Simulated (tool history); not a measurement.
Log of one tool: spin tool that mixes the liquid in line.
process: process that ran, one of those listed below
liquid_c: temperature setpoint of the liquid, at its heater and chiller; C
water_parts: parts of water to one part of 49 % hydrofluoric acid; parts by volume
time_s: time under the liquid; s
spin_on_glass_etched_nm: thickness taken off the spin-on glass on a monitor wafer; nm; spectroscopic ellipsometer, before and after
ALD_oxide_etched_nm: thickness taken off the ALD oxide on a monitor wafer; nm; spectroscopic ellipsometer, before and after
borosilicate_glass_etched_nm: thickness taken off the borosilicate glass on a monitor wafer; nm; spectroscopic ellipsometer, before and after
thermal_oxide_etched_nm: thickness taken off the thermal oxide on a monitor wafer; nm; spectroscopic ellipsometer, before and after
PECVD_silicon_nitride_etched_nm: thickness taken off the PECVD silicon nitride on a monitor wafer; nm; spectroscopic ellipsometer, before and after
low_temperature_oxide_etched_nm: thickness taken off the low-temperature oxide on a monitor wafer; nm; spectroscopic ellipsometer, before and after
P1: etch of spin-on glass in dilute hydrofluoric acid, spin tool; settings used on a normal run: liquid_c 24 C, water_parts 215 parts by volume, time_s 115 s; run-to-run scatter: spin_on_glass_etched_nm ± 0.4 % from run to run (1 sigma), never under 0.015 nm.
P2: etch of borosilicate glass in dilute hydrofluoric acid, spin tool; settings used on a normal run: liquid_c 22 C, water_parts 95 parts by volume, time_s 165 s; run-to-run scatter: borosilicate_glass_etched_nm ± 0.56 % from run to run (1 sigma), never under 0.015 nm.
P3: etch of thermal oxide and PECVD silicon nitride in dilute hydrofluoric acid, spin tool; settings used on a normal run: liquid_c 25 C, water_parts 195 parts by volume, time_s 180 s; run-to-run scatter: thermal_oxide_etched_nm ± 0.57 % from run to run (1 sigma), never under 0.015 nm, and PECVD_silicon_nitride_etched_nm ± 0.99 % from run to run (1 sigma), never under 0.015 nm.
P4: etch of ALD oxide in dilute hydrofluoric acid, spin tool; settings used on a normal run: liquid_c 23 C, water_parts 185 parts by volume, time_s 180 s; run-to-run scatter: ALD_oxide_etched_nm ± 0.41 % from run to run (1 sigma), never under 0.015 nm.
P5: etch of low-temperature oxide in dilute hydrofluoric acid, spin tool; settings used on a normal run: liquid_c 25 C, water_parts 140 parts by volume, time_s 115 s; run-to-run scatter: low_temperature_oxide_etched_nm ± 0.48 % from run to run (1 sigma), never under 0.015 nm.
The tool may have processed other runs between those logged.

run     day  process  liquid_c  water_parts  time_s  hours since the thermometer was replaced  hours since the hydrofluoric acid flow meter was replaced  spin_on_glass_etched_nm  ALD_oxide_etched_nm  borosilicate_glass_etched_nm  thermal_oxide_etched_nm  PECVD_silicon_nitride_etched_nm  low_temperature_oxide_etched_nm
  1   0.292       P1        24          215     115                                     241.2                                                      281.5                   9.7949
  2   0.729       P1        24          215     190                                     251.7                                                        292                   16.279
  3   1.392       P1        24          105      50                                     267.6                                                      307.9                   9.9416
  4   2.029       P1        24          110     115                                     282.9                                                      323.2                   21.541
  5   2.525       P4        23          185     180                                     294.8                                                      335.1                                        28.326
  6   2.846       P2        22          160     165                                     302.5                                                      342.8                                                                       17.29
  7   3.333       P1        24          130      25                                     314.2                                                      354.5                   3.9017
  8   4.008       P2        22           95     325                                     330.4                                                      370.7                                                                      61.762
  9   4.662       P4        23          265     180                                     346.1                                                      386.4                                         18.26
 10   5.008       P1        24          215     115                                     354.4                                                      394.7                   9.8115
 11     5.3       P1        24          215     115                                     361.4                                                      401.7                   9.8063
 12     5.8       P3        25          295     180                                     373.4                                                      413.7                                                                                               2.4371                           1.5961
 13   6.292       P1        24          215     115                                     385.2                                                      425.5                   9.8239
 14   6.938       P3        32          195     180                                     400.7                                                        441                                                                                               5.3611                           3.7373
 15   7.354       P5        25          255     115                                     410.7                                                        451                                                                                                                                                                 13.051
 16   7.983       P5        25          140     115                                     425.8                                                      466.1                                                                                                                                                                 27.244
 17   8.275       P1        24          120     210                                     432.8                                                      473.1                   35.642
 18   8.567       P5      18.5          140     115                                     439.8                                                      480.1                                                                                                                                                                 21.021
 19   9.217       P3        25          195     360                                     455.4                                                      495.7                                                                                               8.3254                           4.8515
 20   9.879       P1        24          215     115                                     471.3                                                      511.6                    9.744
 21  10.529       P1        24          215      60                                     486.9                                                      527.2                   5.1509
 22  11.108       P5        25          140      55                                     500.8                                                      541.1                                                                                                                                                                 13.091
 23    11.5       P1        24          300     115                                     510.2                                                      550.5                   6.4584
 24  12.129       P3        25          195     180                                     525.3                                                      565.6                                                                                               4.1626                           2.4228
 25  12.454       P4        23          185     180                                     533.1                                                      573.4                                        28.427
 26  12.858       P1        24          215     115                                     542.8                                                      583.1                    9.849
 27  13.225       P2        22           95     165                                     551.6                                                      591.9                                                                      31.505
 28  13.729       P1        29          215     115                                     563.7                                                        604                   11.755
 29  14.246       P2        22           95     165                                     576.1                                                      616.4                                                                        31.1
 30   14.85       P4        17          185     180                                     590.6                                                      630.9                                        22.597
 31  15.167       P4        23          185      15                                     598.2                                                      638.5                                        2.3622
 32  15.654       P1      18.5          215     115                                     609.9                                                      650.2                   8.0121
 33  16.308       P2      26.5           95     165                                     625.6                                                      665.9                                                                      37.599
 34  16.904       P3        25          195     180                                     639.9                                                      680.2                                                                                                4.092                           2.4705
 35  17.475       P1        24          215     115                                     653.6                                                      693.9                    9.896
 36   17.95       P1        24          215     115                                       665                                                      705.3                    9.994
 37  18.488       P1        24          215     115                                     677.9                                                      718.2                   10.201
 38  18.967       P1        24          215     115                                     689.4                                                      729.7                   10.271
 39  19.404       P1        24          215     115                                     699.9                                                      740.2                   10.302
 40  19.992       P1        24          215     115                                       714                                                      754.3                   10.274
 41  20.479       P1        24          215     115                                     725.7                                                        766                   10.321
 42  20.942       P1        24          215     115                                     736.8                                                      777.1                   10.393

What P1 gives has crept away from where it was. These 2 causes fit the log equally well, each at the size given:
A: liquid hotter than its thermometer reads (K) = 1.43
B: hydrofluoric acid flow above the setpoint (%) = 4.31
The creep began at about day 17.475.

4 check runs are offered, each on 3 wafers whose results are averaged, their results left as question marks. Which one tells the causes apart?
check 1  21.404       P3        25          195     320                                                                                                                                                                                                         ?                                ?
check 2  21.404       P2        26          160     165                                                                                                                                                                                ?
check 3  21.404       P4        17          185      15                                                                                                                                                  ?
check 4  21.404       P5        20          250     115                                                                                                                                                                                                                                                                           ?

Expected result of each check under each candidate cause:
  check                           result    if A    if B
check 1          thermal_oxide_etched_nm  7.7679  7.7611
check 1  PECVD_silicon_nitride_etched_nm  4.7541  4.5349
check 2     borosilicate_glass_etched_nm  21.197  21.139
check 3              ALD_oxide_etched_nm  1.9819  1.9666
check 4  low_temperature_oxide_etched_nm  11.819  11.804
Per check, the gap between the least separated pair of causes, taken in the result that splits them most: check 1 4.72 %; check 2 0.28 %; check 3 0.78 %; check 4 0.13 %
The causes can be told apart only by check 1. The other checks would give nearly the same results under each of them.

Then check 1 was run and gave: thermal_oxide_etched_nm 7.7943 nm; PECVD_silicon_nitride_etched_nm 4.4936 nm. Which cause is it?

Of the candidate causes, it is B: hydrofluoric acid flow above the setpoint (%).
